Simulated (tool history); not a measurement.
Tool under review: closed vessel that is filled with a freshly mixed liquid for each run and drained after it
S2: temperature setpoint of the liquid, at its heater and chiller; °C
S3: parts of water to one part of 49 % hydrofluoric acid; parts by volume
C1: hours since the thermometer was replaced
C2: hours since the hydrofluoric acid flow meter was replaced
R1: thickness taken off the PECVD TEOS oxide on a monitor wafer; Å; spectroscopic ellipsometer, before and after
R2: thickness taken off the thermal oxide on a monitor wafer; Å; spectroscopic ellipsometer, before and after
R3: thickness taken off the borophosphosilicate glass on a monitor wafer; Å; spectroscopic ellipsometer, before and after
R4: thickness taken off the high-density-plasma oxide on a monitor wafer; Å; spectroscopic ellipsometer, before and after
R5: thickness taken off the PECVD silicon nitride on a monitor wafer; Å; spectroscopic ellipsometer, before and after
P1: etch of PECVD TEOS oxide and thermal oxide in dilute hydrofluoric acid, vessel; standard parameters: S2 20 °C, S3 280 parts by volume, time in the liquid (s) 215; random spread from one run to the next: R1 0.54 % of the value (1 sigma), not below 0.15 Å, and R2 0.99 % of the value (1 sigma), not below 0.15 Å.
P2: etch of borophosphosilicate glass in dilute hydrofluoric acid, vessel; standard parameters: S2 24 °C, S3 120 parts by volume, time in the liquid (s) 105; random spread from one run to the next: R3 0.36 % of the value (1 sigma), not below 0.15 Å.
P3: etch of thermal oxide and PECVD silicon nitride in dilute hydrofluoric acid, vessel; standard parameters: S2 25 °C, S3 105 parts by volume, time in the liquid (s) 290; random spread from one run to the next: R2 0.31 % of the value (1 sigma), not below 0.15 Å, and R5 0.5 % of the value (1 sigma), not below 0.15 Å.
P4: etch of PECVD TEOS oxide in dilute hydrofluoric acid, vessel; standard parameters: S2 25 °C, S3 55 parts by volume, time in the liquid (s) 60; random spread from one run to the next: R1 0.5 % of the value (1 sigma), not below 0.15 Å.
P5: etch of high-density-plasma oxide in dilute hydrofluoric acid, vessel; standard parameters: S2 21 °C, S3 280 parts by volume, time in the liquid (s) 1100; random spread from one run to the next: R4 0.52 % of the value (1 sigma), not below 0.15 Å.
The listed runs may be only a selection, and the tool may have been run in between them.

{"run": 1, "hour": 5.1, "process that ran": "P1", "S2": 20, "S3": 280, "time in the liquid (s)": 215, "C1": 1044.6, "C2": 1186.8, "R1": 96.625, "R2": 27.568}
{"run": 2, "hour": 11.5, "process that ran": "P4", "S2": 25, "S3": 100, "time in the liquid (s)": 60, "C1": 1051, "C2": 1193.2, "R1": 96.489}
{"run": 3, "hour": 17.0, "process that ran": "P4", "S2": 32, "S3": 55, "time in the liquid (s)": 60, "C1": 1056.5, "C2": 1198.7, "R1": 247.23}
{"run": 4, "hour": 23.2, "process that ran": "P2", "S2": 24, "S3": 165, "time in the liquid (s)": 105, "C1": 1062.7, "C2": 1204.9, "R3": 261.64}
{"run": 5, "hour": 28.1, "process that ran": "P1", "S2": 20, "S3": 280, "time in the liquid (s)": 350, "C1": 1067.6, "C2": 1209.8, "R1": 156.02, "R2": 46.09}
{"run": 6, "hour": 33.7, "process that ran": "P2", "S2": 28.5, "S3": 120, "time in the liquid (s)": 105, "C1": 1073.2, "C2": 1215.4, "R3": 452.78}
{"run": 7, "hour": 38.7, "process that ran": "P5", "S2": 21, "S3": 280, "time in the liquid (s)": 1780, "C1": 1078.2, "C2": 1220.4, "R4": 393.32}
{"run": 8, "hour": 42.8, "process that ran": "P1", "S2": 20, "S3": 280, "time in the liquid (s)": 75, "C1": 1082.3, "C2": 1224.5, "R1": 33.759, "R2": 9.7448}
{"hour": 46.7, "done": "hydrofluoric acid flow meter replaced"}
{"run": 9, "hour": 47.7, "process that ran": "P1", "S2": 20, "S3": 280, "time in the liquid (s)": 215, "C1": 1087.2, "C2": 1, "R1": 97.791, "R2": 27.88}
{"run": 10, "hour": 52.7, "process that ran": "P1", "S2": 20, "S3": 75, "time in the liquid (s)": 215, "C1": 1092.2, "C2": 6, "R1": 443.33, "R2": 128.16}
{"run": 11, "hour": 57.8, "process that ran": "P3", "S2": 25, "S3": 105, "time in the liquid (s)": 85, "C1": 1097.3, "C2": 11.1, "R2": 41.32, "R5": 16.264}
{"run": 12, "hour": 63.1, "process that ran": "P3", "S2": 25, "S3": 105, "time in the liquid (s)": 290, "C1": 1102.6, "C2": 16.4, "R2": 142.87, "R5": 54.395}
{"hour": 65.1, "done": "thermometer replaced"}
{"run": 13, "hour": 67.2, "process that ran": "P4", "S2": 25, "S3": 55, "time in the liquid (s)": 60, "C1": 2.2, "C2": 20.5, "R1": 185.27}
{"run": 14, "hour": 71.8, "process that ran": "P1", "S2": 25.5, "S3": 455, "time in the liquid (s)": 215, "C1": 6.8, "C2": 25.1, "R1": 61.401, "R2": 17.582}
{"run": 15, "hour": 75.1, "process that ran": "P1", "S2": 25.5, "S3": 280, "time in the liquid (s)": 215, "C1": 10.1, "C2": 28.4, "R1": 118.39, "R2": 33.739}
{"run": 16, "hour": 78.6, "process that ran": "P1", "S2": 20, "S3": 280, "time in the liquid (s)": 215, "C1": 13.6, "C2": 31.9, "R1": 96.211, "R2": 27.239}
{"run": 17, "hour": 84.9, "process that ran": "P4", "S2": 25, "S3": 55, "time in the liquid (s)": 95, "C1": 19.9, "C2": 38.2, "R1": 296.52}
{"run": 18, "hour": 90.4, "process that ran": "P5", "S2": 17, "S3": 280, "time in the liquid (s)": 1100, "C1": 25.4, "C2": 43.7, "R4": 207.73}
{"run": 19, "hour": 96.0, "process that ran": "P2", "S2": 24, "S3": 120, "time in the liquid (s)": 105, "C1": 31, "C2": 49.3, "R3": 381.56}
{"run": 20, "hour": 101.7, "process that ran": "P4", "S2": 25, "S3": 55, "time in the liquid (s)": 60, "C1": 36.7, "C2": 55, "R1": 185.18}
{"run": 21, "hour": 104.8, "process that ran": "P2", "S2": 24, "S3": 120, "time in the liquid (s)": 190, "C1": 39.8, "C2": 58.1, "R3": 686.13}
{"run": 22, "hour": 107.6, "process that ran": "P1", "S2": 17, "S3": 280, "time in the liquid (s)": 215, "C1": 42.6, "C2": 60.9, "R1": 86.512, "R2": 24.655}
{"run": 23, "hour": 112.6, "process that ran": "P3", "S2": 25, "S3": 175, "time in the liquid (s)": 290, "C1": 47.6, "C2": 65.9, "R2": 79.194, "R5": 32.918}
{"run": 24, "hour": 116.1, "process that ran": "P5", "S2": 21, "S3": 410, "time in the liquid (s)": 1100, "C1": 51.1, "C2": 69.4, "R4": 149.13}
{"run": 25, "hour": 119.2, "process that ran": "P1", "S2": 20, "S3": 455, "time in the liquid (s)": 215, "C1": 54.2, "C2": 72.5, "R1": 51.665, "R2": 14.893}
{"run": 26, "hour": 122.1, "process that ran": "P3", "S2": 19, "S3": 105, "time in the liquid (s)": 290, "C1": 57.1, "C2": 75.4, "R2": 112.18, "R5": 36.89}
{"run": 27, "hour": 127.5, "process that ran": "P5", "S2": 21, "S3": 280, "time in the liquid (s)": 1100, "C1": 62.5, "C2": 80.8, "R4": 242.31}
{"run": 28, "hour": 132.6, "process that ran": "P1", "S2": 20, "S3": 280, "time in the liquid (s)": 215, "C1": 67.6, "C2": 85.9, "R1": 95.829, "R2": 28.222}
{"run": 29, "hour": 136.3, "process that ran": "P1", "S2": 20, "S3": 280, "time in the liquid (s)": 215, "C1": 71.3, "C2": 89.6, "R1": 97.661, "R2": 28.007}
{"run": 30, "hour": 140.3, "process that ran": "P1", "S2": 20, "S3": 280, "time in the liquid (s)": 215, "C1": 75.3, "C2": 93.6, "R1": 93.474, "R2": 26.888}
{"run": 31, "hour": 144.7, "process that ran": "P1", "S2": 20, "S3": 280, "time in the liquid (s)": 215, "C1": 79.7, "C2": 98, "R1": 91.699, "R2": 26.754}
{"run": 32, "hour": 147.9, "process that ran": "P1", "S2": 20, "S3": 280, "time in the liquid (s)": 215, "C1": 82.9, "C2": 101.2, "R1": 91.297, "R2": 26.197}
{"run": 33, "hour": 151.4, "process that ran": "P1", "S2": 20, "S3": 280, "time in the liquid (s)": 215, "C1": 86.4, "C2": 104.7, "R1": 90.678, "R2": 26.304}
{"run": 34, "hour": 157.4, "process that ran": "P1", "S2": 20, "S3": 280, "time in the liquid (s)": 215, "C1": 92.4, "C2": 110.7, "R1": 90.893, "R2": 25.517}
{"run": 35, "hour": 162.7, "process that ran": "P1", "S2": 20, "S3": 280, "time in the liquid (s)": 215, "C1": 97.7, "C2": 116, "R1": 90.187, "R2": 25.761}
{"run": 36, "hour": 165.6, "process that ran": "P1", "S2": 20, "S3": 280, "time in the liquid (s)": 215, "C1": 100.6, "C2": 118.9, "R1": 89.88, "R2": 25.98}
{"run": 37, "hour": 170.4, "process that ran": "P1", "S2": 20, "S3": 280, "time in the liquid (s)": 215, "C1": 105.4, "C2": 123.7, "R1": 90.299, "R2": 25.98}

P1 has crept away from where it was. The log is fitted equally well by each of these 2 causes, at the sizes shown:
A: hydrofluoric acid flow below the setpoint (%) = 5.72
B: liquid colder than its thermometer reads (K) = 1.99
Onset of the creep was near hour 136.3.

Which of the 4 check runs listed below separates the causes, so that each cause would produce a clearly different result? Each run uses one wafer, and its results are marked with question marks.
{"run": "check 1", "hour": 175.2, "process that ran": "P5", "S2": 21, "S3": 395, "time in the liquid (s)": 1100, "R4": "?"}
{"run": "check 2", "hour": 175.2, "process that ran": "P2", "S2": 24, "S3": 160, "time in the liquid (s)": 185, "R3": "?"}
{"run": "check 3", "hour": 175.2, "process that ran": "P3", "S2": 19.5, "S3": 155, "time in the liquid (s)": 290, "R2": "?", "R5": "?"}
{"run": "check 4", "hour": 175.2, "process that ran": "P4", "S2": 31.5, "S3": 100, "time in the liquid (s)": 60, "R1": "?"}

Outcome of each check run for each possible cause:
check=check_1 result=R4 if_A=143.62 if_B=145.04
check=check_2 result=R3 if_A=446.8 if_B=443.9
check=check_3 result=R2 if_A=68.665 if_B=67.866
check=check_3 result=R5 if_A=24.506 if_B=22.685
check=check_4 result=R1 if_A=115.62 if_B=114.88
Gap, in per cent, between the two causes that each check separates least, read from the result that separates them most: check 1 0.98 %; check 2 0.65 %; check 3 7.72 %; check 4 0.65 %
Only check 3 tells the causes apart: in the others they would give nearly the same result.

The results of check 3 are: R2 67.85 Å; R5 22.699 Å. Based on these, which of the listed causes is it?

B is the cause: liquid colder than its thermometer reads (K).
